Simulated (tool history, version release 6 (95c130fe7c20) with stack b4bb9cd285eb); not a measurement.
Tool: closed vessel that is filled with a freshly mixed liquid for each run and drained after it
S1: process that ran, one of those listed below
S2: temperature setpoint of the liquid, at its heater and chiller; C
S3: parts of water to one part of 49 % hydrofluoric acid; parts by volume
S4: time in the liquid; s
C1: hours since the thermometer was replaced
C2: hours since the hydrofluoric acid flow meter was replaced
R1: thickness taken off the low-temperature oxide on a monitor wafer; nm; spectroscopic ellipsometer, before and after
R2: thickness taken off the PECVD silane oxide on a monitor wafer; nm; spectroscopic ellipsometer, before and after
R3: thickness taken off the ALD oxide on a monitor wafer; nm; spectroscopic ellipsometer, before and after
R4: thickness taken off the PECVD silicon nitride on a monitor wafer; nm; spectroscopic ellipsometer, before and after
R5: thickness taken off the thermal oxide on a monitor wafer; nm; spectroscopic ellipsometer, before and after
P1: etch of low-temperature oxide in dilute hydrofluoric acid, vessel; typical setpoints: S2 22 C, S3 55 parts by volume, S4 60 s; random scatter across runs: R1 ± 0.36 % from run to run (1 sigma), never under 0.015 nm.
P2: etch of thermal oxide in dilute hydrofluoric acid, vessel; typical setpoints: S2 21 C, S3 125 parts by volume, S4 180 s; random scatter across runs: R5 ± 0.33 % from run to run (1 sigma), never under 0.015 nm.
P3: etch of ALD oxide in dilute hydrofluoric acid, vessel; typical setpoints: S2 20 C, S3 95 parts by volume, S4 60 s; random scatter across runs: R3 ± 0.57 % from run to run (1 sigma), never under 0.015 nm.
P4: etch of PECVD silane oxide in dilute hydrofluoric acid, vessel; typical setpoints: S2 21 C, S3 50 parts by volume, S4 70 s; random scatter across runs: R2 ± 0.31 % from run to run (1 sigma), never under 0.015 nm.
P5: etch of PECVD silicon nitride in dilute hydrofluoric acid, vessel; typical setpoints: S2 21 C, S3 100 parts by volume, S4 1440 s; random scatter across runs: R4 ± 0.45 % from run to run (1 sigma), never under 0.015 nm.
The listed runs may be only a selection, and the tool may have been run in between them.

{"run": 1, "day": 0.317, "S1": "P1", "S2": 22, "S3": 55, "S4": 60, "C1": 592.2, "C2": 1344.6, "R1": 17.51}
{"run": 2, "day": 0.488, "S1": "P1", "S2": 26, "S3": 55, "S4": 30, "C1": 596.3, "C2": 1348.7, "R1": 10.341}
{"run": 3, "day": 0.779, "S1": "P4", "S2": 21, "S3": 50, "S4": 70, "C1": 603.3, "C2": 1355.7, "R2": 19.096}
{"run": 4, "day": 1.0, "S1": "P1", "S2": 22, "S3": 55, "S4": 60, "C1": 608.6, "C2": 1361, "R1": 17.486}
{"run": 5, "day": 1.342, "S1": "P3", "S2": 17, "S3": 95, "S4": 60, "C1": 616.8, "C2": 1369.2, "R3": 6.1248}
{"run": 6, "day": 1.538, "S1": "P5", "S2": 21, "S3": 100, "S4": 30, "C1": 621.5, "C2": 1373.9, "R4": 0.42055}
{"run": 7, "day": 1.692, "S1": "P1", "S2": 22, "S3": 55, "S4": 60, "C1": 625.2, "C2": 1377.6, "R1": 17.576}
{"run": 8, "day": 1.912, "S1": "P1", "S2": 29.5, "S3": 55, "S4": 60, "C1": 630.5, "C2": 1382.9, "R1": 23.673}
{"run": 9, "day": 2.188, "S1": "P4", "S2": 21, "S3": 50, "S4": 105, "C1": 637.1, "C2": 1389.5, "R2": 28.736}
{"run": 10, "day": 2.35, "S1": "P1", "S2": 22, "S3": 55, "S4": 60, "C1": 641, "C2": 1393.4, "R1": 17.594}
{"run": 11, "day": 2.625, "S1": "P2", "S2": 21, "S3": 55, "S4": 180, "C1": 647.6, "C2": 1400, "R5": 14.766}
{"run": 12, "day": 2.858, "S1": "P3", "S2": 20, "S3": 95, "S4": 115, "C1": 653.2, "C2": 1405.6, "R3": 13.329}
{"day": 2.983, "done": "thermometer replaced"}
{"run": 13, "day": 3.192, "S1": "P1", "S2": 26, "S3": 55, "S4": 95, "C1": 5, "C2": 1413.6, "R1": 32.875}
{"run": 14, "day": 3.388, "S1": "P1", "S2": 17, "S3": 25, "S4": 60, "C1": 9.7, "C2": 1418.3, "R1": 31.991}
{"run": 15, "day": 3.658, "S1": "P2", "S2": 21, "S3": 125, "S4": 180, "C1": 16.2, "C2": 1424.8, "R5": 5.9971}
{"run": 16, "day": 3.962, "S1": "P5", "S2": 21, "S3": 40, "S4": 1440, "C1": 23.5, "C2": 1432.1, "R4": 51.168}
{"run": 17, "day": 4.25, "S1": "P5", "S2": 21, "S3": 100, "S4": 1440, "C1": 30.4, "C2": 1439, "R4": 21.043}
{"run": 18, "day": 4.517, "S1": "P1", "S2": 22, "S3": 20, "S4": 60, "C1": 36.8, "C2": 1445.4, "R1": 50.344}
{"run": 19, "day": 4.729, "S1": "P3", "S2": 20, "S3": 35, "S4": 60, "C1": 41.9, "C2": 1450.5, "R3": 20.134}
{"run": 20, "day": 4.988, "S1": "P1", "S2": 22, "S3": 55, "S4": 60, "C1": 48.1, "C2": 1456.7, "R1": 17.38}
{"run": 21, "day": 5.304, "S1": "P1", "S2": 18, "S3": 55, "S4": 60, "C1": 55.7, "C2": 1464.3, "R1": 14.701}
{"run": 22, "day": 5.617, "S1": "P2", "S2": 17, "S3": 125, "S4": 180, "C1": 63.2, "C2": 1471.8, "R5": 5.1147}
{"run": 23, "day": 5.971, "S1": "P1", "S2": 22, "S3": 55, "S4": 60, "C1": 71.7, "C2": 1480.3, "R1": 17.642}
{"run": 24, "day": 6.242, "S1": "P3", "S2": 20, "S3": 95, "S4": 60, "C1": 78.2, "C2": 1486.8, "R3": 6.9474}
{"run": 25, "day": 6.571, "S1": "P1", "S2": 22, "S3": 55, "S4": 30, "C1": 86.1, "C2": 1494.7, "R1": 8.7836}
{"run": 26, "day": 6.808, "S1": "P4", "S2": 21, "S3": 30, "S4": 70, "C1": 91.8, "C2": 1500.4, "R2": 32.859}
{"run": 27, "day": 7.025, "S1": "P5", "S2": 21, "S3": 100, "S4": 1440, "C1": 97, "C2": 1505.6, "R4": 20.987}
{"day": 7.117, "done": "hydrofluoric acid flow meter replaced"}
{"run": 28, "day": 7.354, "S1": "P2", "S2": 21, "S3": 125, "S4": 30, "C1": 104.9, "C2": 5.7, "R5": 1.0191}
{"run": 29, "day": 7.562, "S1": "P4", "S2": 28, "S3": 50, "S4": 70, "C1": 109.9, "C2": 10.7, "R2": 25.7}
{"run": 30, "day": 7.783, "S1": "P5", "S2": 17, "S3": 100, "S4": 1440, "C1": 115.2, "C2": 16, "R4": 15.93}
{"run": 31, "day": 8.1, "S1": "P1", "S2": 22, "S3": 55, "S4": 95, "C1": 122.8, "C2": 23.6, "R1": 27.576}
{"run": 32, "day": 8.25, "S1": "P1", "S2": 22, "S3": 85, "S4": 60, "C1": 126.4, "C2": 27.2, "R1": 10.866}
{"run": 33, "day": 8.433, "S1": "P1", "S2": 22, "S3": 55, "S4": 60, "C1": 130.8, "C2": 31.6, "R1": 17.528}
{"run": 34, "day": 8.671, "S1": "P1", "S2": 22, "S3": 55, "S4": 60, "C1": 136.5, "C2": 37.3, "R1": 17.028}
{"run": 35, "day": 8.829, "S1": "P1", "S2": 22, "S3": 55, "S4": 60, "C1": 140.3, "C2": 41.1, "R1": 16.841}
{"run": 36, "day": 9.058, "S1": "P1", "S2": 22, "S3": 55, "S4": 60, "C1": 145.8, "C2": 46.6, "R1": 16.738}
{"run": 37, "day": 9.392, "S1": "P1", "S2": 22, "S3": 55, "S4": 60, "C1": 153.8, "C2": 54.6, "R1": 16.628}
{"run": 38, "day": 9.7, "S1": "P1", "S2": 22, "S3": 55, "S4": 60, "C1": 161.2, "C2": 62, "R1": 16.468}
{"run": 39, "day": 9.871, "S1": "P1", "S2": 22, "S3": 55, "S4": 60, "C1": 165.3, "C2": 66.1, "R1": 16.513}
{"run": 40, "day": 10.092, "S1": "P1", "S2": 22, "S3": 55, "S4": 60, "C1": 170.6, "C2": 71.4, "R1": 16.543}
{"run": 41, "day": 10.279, "S1": "P1", "S2": 22, "S3": 55, "S4": 60, "C1": 175.1, "C2": 75.9, "R1": 16.492}

Something has made what P1 gives creep away from where it was; the 2 causes below, each at its own stated size, fit the log equally well:
A: liquid colder than its thermometer reads (K) = 1.42
B: hydrofluoric acid flow below the setpoint (%) = 5.41
Onset of the creep was near day 8.433.

Listed below are the offered check runs, one wafer per run, with question marks in place of results. For which of them would the causes give clearly different outcomes?
{"run": "check 1", "day": 10.467, "S1": "P4", "S2": 27.5, "S3": 50, "S4": 70, "R2": "?"}
{"run": "check 2", "day": 10.467, "S1": "P3", "S2": 20, "S3": 40, "S4": 95, "R3": "?"}
{"run": "check 3", "day": 10.467, "S1": "P5", "S2": 21, "S3": 100, "S4": 385, "R4": "?"}
{"run": "check 4", "day": 10.467, "S1": "P2", "S2": 17, "S3": 125, "S4": 180, "R5": "?"}

Expected result of each check under each candidate cause:
check=check_1 result=R2 if_A=23.708 if_B=23.647
check=check_2 result=R3 if_A=26.322 if_B=26.392
check=check_3 result=R4 if_A=5.0913 if_B=5.3097
check=check_4 result=R5 if_A=4.8075 if_B=4.7915
Minimum pairwise separation of causes per check, each pair taken at its best-separating result: check 1 0.26 %; check 2 0.26 %; check 3 4.2 %; check 4 0.33 %
The causes can be told apart only by check 3. The other checks would give nearly the same results under each of them.

With check 3 done, the readings were: R4 5.3247 nm. Identify which of the listed causes applies.

The cause is B: hydrofluoric acid flow below the setpoint (%).
